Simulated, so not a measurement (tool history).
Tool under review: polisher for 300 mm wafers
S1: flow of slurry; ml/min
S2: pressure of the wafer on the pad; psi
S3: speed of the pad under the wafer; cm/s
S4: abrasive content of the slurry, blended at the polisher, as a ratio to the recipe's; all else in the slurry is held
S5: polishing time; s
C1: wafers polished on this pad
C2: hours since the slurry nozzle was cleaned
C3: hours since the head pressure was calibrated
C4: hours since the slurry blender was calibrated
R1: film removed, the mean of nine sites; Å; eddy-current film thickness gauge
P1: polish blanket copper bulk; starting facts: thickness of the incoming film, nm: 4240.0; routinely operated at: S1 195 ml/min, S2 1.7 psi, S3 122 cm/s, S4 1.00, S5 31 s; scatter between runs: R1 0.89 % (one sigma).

run	hour	S1	S2	S3	S4	S5	C1	C2	C3	C4	R1
1	4.4	195	1.7	122	1.00	31	372	278.3	298.6	90.0	1792.60
2	7.8	195	1.7	122	1.00	31	428	281.7	302.0	93.4	1826.60
3	13.5	195	2.1	122	1.00	31	523	287.4	307.7	99.1	2242.00
4	19.0	115	1.7	122	1.00	31	614	292.9	313.2	104.6	1665.20
# hour 22.0: slurry blender recalibrated
5	24.6	195	1.7	150	1.20	31	707	298.5	318.8	2.7	2324.30
6	30.1	195	0.8	122	1.00	31	799	304.0	324.3	8.2	862.73
7	34.1	195	1.7	92	0.55	31	865	308.0	328.3	12.2	1207.00
8	39.2	250	1.7	122	1.00	31	950	313.1	333.4	17.3	1864.70
9	43.1	285	1.7	122	1.00	40	1015	317.0	337.3	21.2	2441.90
10	48.6	195	1.7	122	1.00	31	1106	322.5	342.8	26.7	1832.30
11	53.3	195	1.7	122	1.00	14	1184	327.2	347.5	31.4	811.87
12	56.9	195	1.7	122	0.55	31	1244	330.8	351.1	35.0	1596.50
13	61.4	195	1.7	122	1.00	31	1319	335.3	355.6	39.5	1811.90
14	64.1	195	1.7	184	1.00	31	1364	338.0	358.3	42.2	2744.40
15	68.5	195	1.7	56	1.00	31	1437	342.4	362.7	46.6	834.49
16	71.1	195	1.7	122	1.00	43	1480	345.0	365.3	49.2	2557.50
17	73.9	195	1.7	122	1.50	31	1527	347.8	368.1	52.0	1980.10
18	76.7	195	1.7	122	1.00	31	1573	350.6	370.9	54.8	1826.60
19	81.2	195	1.7	122	1.00	31	1648	355.1	375.4	59.3	1763.00
20	83.7	195	1.7	122	1.00	31	1689	357.6	377.9	61.8	1780.80
21	87.2	195	1.7	122	1.00	31	1748	361.1	381.4	65.3	1730.40
22	90.7	195	1.7	122	1.00	31	1806	364.6	384.9	68.8	1740.20
23	94.7	195	1.7	122	1.00	31	1872	368.6	388.9	72.8	1723.50
# hour 97.1: slurry blender recalibrated
# hour 98.1: worn pad replaced by a new one
24	100.1	195	1.7	122	1.00	31	34	374.0	394.3	3.1	1727.70
25	103.0	195	1.7	122	1.00	31	82	376.9	397.2	6.0	1702.60
26	108.4	195	1.7	122	1.00	31	172	382.3	402.6	11.4	1679.50
27	113.2	195	1.7	122	1.00	31	252	387.1	407.4	16.2	1678.00
28	116.5	195	1.7	122	1.00	31	306	390.4	410.7	19.5	1701.60
29	119.2	195	1.7	122	1.00	31	351	393.1	413.4	22.2	1680.50

Compared with where it was, what P1 gives has crept away. Each cause listed below fits the log as well as the rest, at the size given for it:
A: head's pressure below its setpoint, % = 7.47
B: slurry flow missing at the pad, % = 36.8
The creep began at about hour 76.7.
Ruled out, with reasons:
removal rate lost through wear of the pad, %: maintenance at hour 98.1, after the shift began, did not return the process to its former output
abrasive missing from the slurry, %: maintenance at hour 97.1, after the shift began, did not return the process to its former output

Each of the check runs listed below is run on 5 wafers and reports their average, with the results left as question marks. Pick the one under which the possible causes would lead to clearly different results.
check 1	121.9	195	1.7	122	1.40	15					?
check 2	121.9	195	0.9	122	1.45	31					?
check 3	121.9	130	1.7	168	1.00	31					?
check 4	121.9	195	1.7	122	0.55	31					?

Check results expected under each cause:
check	result	if A	if B
check 1	R1	877.46	877.48
check 2	R1	967.59	967.62
check 3	R1	2170.20	2096.90
check 4	R1	1489.20	1489.20
Distance between the nearest two causes, measured in the result of the check that separates them most: check 1 0 %; check 2 0 %; check 3 3.44 %; check 4 0 %
Check 3 tells the causes apart: in the others they would give nearly the same result.

Check 3 was then run and gave: R1 2100.00 Å. Which cause is it?

B is the cause: slurry flow missing at the pad, %.
